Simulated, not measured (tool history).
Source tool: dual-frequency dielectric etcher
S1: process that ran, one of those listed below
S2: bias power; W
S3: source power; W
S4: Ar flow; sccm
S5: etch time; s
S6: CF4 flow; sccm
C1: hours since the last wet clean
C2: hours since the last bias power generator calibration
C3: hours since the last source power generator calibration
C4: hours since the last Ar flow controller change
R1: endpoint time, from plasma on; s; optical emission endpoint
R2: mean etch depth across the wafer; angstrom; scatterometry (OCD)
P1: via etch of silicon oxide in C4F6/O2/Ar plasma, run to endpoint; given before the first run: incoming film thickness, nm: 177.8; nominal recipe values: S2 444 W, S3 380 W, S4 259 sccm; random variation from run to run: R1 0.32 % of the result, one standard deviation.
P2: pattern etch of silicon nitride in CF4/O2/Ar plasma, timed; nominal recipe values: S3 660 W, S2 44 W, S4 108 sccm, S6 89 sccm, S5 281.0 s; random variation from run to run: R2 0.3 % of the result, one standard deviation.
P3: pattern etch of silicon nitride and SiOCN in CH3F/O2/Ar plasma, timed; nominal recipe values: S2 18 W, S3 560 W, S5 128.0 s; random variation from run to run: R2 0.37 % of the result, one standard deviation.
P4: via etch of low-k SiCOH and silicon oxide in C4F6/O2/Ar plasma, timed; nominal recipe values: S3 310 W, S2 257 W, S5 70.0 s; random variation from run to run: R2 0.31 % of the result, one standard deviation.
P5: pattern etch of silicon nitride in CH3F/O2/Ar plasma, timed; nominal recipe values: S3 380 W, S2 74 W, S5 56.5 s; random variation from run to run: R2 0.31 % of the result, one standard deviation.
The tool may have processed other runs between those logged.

run,hour,S1,S2,S3,S4,S5,S6,C1,C2,C3,C4,R1,R2
1,8.8,P1,444,380,259,,,313.8,2738.1,786.4,553.6,40.397,
2,22.0,P1,444,460,259,,,327.0,2751.3,799.6,566.8,37.550,
3,39.2,P5,54,380,,56.5,,344.2,2768.5,816.8,584.0,,349.84
4,54.8,P4,257,310,,70.0,,359.8,2784.1,832.4,599.6,,1901.80
5,64.3,P3,18,560,,128.0,,369.3,2793.6,841.9,609.1,,171.29
6,77.0,P3,18,790,,128.0,,382.0,2806.3,854.6,621.8,,194.04
7,86.4,P1,291,380,259,,,391.4,2815.7,864.0,631.2,46.952,
8,96.8,P1,444,380,176,,,401.8,2826.1,874.4,641.6,38.609,
9,110.1,P2,44,660,108,281.0,89,415.1,2839.4,887.7,654.9,,6441.70
10,120.1,P1,444,380,259,,,425.1,2849.4,897.7,664.9,40.091,
11,129.1,P2,44,660,108,168.5,89,434.1,2858.4,906.7,673.9,,3870.70
12,143.2,P4,331,310,,70.0,,448.2,2872.5,920.8,688.0,,2076.40
13,155.2,P3,21,560,,128.0,,460.2,2884.5,932.8,700.0,,182.75
14,169.1,P4,257,310,,43.5,,474.1,2898.4,946.7,713.9,,1173.20
15,185.4,P2,44,900,108,281.0,89,490.4,2914.7,963.0,730.2,,8432.50
16,200.1,P1,444,380,259,,,505.1,2929.4,977.7,744.9,40.505,
17,208.2,P5,74,380,,80.0,,513.2,2937.5,985.8,753.0,,549.76
18,223.0,P1,444,380,259,,,528.0,2952.3,1000.6,767.8,40.309,
19,239.3,P1,444,280,157,,,544.3,2968.6,1016.9,784.1,42.816,
20,247.3,P1,444,380,259,,,552.3,2976.6,1024.9,792.1,40.327,

Run 21 comes next. What will it give?
21,256.5,P5,74,520,,56.5,,561.5,2985.8,1034.1,801.3,,?

{"run 21": {"R2": 438.14}}

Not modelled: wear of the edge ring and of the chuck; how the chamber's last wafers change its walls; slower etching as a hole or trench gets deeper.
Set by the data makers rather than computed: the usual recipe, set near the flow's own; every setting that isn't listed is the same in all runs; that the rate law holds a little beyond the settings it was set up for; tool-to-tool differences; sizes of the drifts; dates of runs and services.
